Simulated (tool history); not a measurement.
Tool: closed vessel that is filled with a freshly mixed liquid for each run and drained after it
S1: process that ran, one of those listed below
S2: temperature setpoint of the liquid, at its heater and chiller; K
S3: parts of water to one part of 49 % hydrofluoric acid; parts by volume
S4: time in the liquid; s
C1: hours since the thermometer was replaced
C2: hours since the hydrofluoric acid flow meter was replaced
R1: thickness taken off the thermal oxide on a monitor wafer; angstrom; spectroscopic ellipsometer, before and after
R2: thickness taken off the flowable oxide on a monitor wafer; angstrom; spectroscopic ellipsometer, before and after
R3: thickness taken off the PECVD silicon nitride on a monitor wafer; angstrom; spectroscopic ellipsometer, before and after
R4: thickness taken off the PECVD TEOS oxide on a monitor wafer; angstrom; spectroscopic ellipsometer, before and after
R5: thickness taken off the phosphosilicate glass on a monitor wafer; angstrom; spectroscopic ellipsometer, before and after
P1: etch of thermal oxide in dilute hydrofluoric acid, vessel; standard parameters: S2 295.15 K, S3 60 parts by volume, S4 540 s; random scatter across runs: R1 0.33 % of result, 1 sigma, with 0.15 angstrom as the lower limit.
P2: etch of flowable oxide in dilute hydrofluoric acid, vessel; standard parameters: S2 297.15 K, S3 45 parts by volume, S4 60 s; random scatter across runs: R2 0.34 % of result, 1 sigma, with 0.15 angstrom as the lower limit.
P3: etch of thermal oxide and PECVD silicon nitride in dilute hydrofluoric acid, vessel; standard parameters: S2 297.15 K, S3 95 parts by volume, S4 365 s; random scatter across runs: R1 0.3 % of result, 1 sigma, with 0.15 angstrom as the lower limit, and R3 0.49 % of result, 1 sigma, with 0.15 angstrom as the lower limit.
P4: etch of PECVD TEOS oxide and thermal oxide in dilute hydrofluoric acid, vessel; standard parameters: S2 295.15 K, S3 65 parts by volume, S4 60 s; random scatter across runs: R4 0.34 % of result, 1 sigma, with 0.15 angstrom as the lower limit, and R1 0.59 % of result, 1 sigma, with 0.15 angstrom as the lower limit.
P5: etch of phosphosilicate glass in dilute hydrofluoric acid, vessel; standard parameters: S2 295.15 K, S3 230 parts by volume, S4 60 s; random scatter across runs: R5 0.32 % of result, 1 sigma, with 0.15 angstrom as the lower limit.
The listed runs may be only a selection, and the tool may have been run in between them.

run	hour	S1	S2	S3	S4	C1	C2	R1	R2	R3	R4	R5
1	12.7	P1	295.15	60	540	319.6	527.3	398.230				
2	29.1	P1	295.15	60	935	336.0	543.7	687.030				
3	44.8	P2	297.15	45	30	351.7	559.4		147.46			
4	54.6	P3	297.15	95	365	361.5	569.2	183.880		89.532		
5	66.9	P1	295.15	35	540	373.8	581.5	703.110				
6	74.2	P4	295.15	35	60	381.1	588.8	81.533			388.45	
7	86.3	P2	297.15	20	60	393.2	600.9		683.89			
8	100.2	P1	291.65	60	960	407.1	614.8	613.270				
9	115.7	P1	295.15	60	540	422.6	630.3	397.640				
10	132.0	P5	295.15	40	60	438.9	646.6					2949.00
11	143.0	P2	290.65	45	60	449.9	657.6		222.90			
12	158.8	P1	290.15	60	540	465.7	673.4	322.710				
13	175.2	P2	297.15	45	60	482.1	689.8		293.79			
14	190.2	P4	290.15	65	60	497.1	704.8	33.583			162.74	
15	198.5	P1	295.15	60	30	505.4	713.1	22.050				
16	210.8	P1	295.15	95	540	517.7	725.4	241.640				
17	224.8	P2	297.15	45	60	531.7	739.4		295.19			
18	232.3	P5	295.15	230	60	539.2	746.9					415.19
19	247.8	P3	297.15	95	720	554.7	762.4	362.960		176.130		
20	255.7	P5	295.15	230	30	562.6	770.3					207.97
21	266.6	P4	295.15	65	30	573.5	781.2	21.257			100.48	
22	275.0	P1	303.15	60	540	581.9	789.6	551.000				
23	291.5	P1	295.15	60	540	598.4	806.1	400.540				
24	307.2	P5	290.15	230	60	614.1	821.8					343.76
25	316.0	P4	295.15	65	60	622.9	830.6	42.163			201.32	
26	325.0	P1	295.15	60	540	631.9	839.6	397.360				
27	341.1	P3	304.65	95	365	648.0	855.7	245.810		145.860		
28	349.4	P3	297.15	20	365	656.3	864.0	962.080		403.750		
29	356.8	P1	301.65	60	820	663.7	871.4	787.040				
30	365.9	P1	295.15	60	540	672.8	880.5	400.900				
31	375.2	P1	295.15	60	540	682.1	889.8	385.180				
32	391.2	P1	295.15	60	540	698.1	905.8	372.640				
33	403.0	P1	295.15	60	540	709.9	917.6	373.080				
34	411.1	P1	295.15	60	540	718.0	925.7	371.770				
35	420.5	P1	295.15	60	540	727.4	935.1	371.450				
36	428.8	P1	295.15	60	540	735.7	943.4	369.090				

P1 no longer gives what it gave before; its output has crept away from where it was. The following 2 causes, each at its listed size, fit the log equally well:
A: hydrofluoric acid flow below the setpoint (%) = 7.01
B: liquid colder than its thermometer reads (K) = 1.88
The process output started creeping at around hour 365.9.

Question marks stand in for the results of the 4 check runs listed below, each run on one wafer. Under which run would the listed causes show clearly different results?
check 1	437.1	P4	291.65	40	60			?			?	
check 2	437.1	P5	295.15	85	30							?
check 3	437.1	P2	297.15	25	30				?			
check 4	437.1	P3	304.65	95	685			?		?		

Outcome of each check run for each possible cause:
check	result	if A	if B
check 1	R1	56.118	55.803
check 1	R4	268.64	267.13
check 2	R5	607.22	609.10
check 3	R2	252.37	251.23
check 4	R1	424.140	429.570
check 4	R3	252.920	241.950
Smallest distance between any two causes, each pair judged by its most separating result, in per cent: check 1 0.56 %; check 2 0.31 %; check 3 0.45 %; check 4 4.43 %
The causes can be told apart only by check 4. The other checks would give nearly the same results under each of them.

Check 4 was then run and gave: R1 424.000 angstrom; R3 254.310 angstrom. Which cause is it?

It was cause A: hydrofluoric acid flow below the setpoint (%).
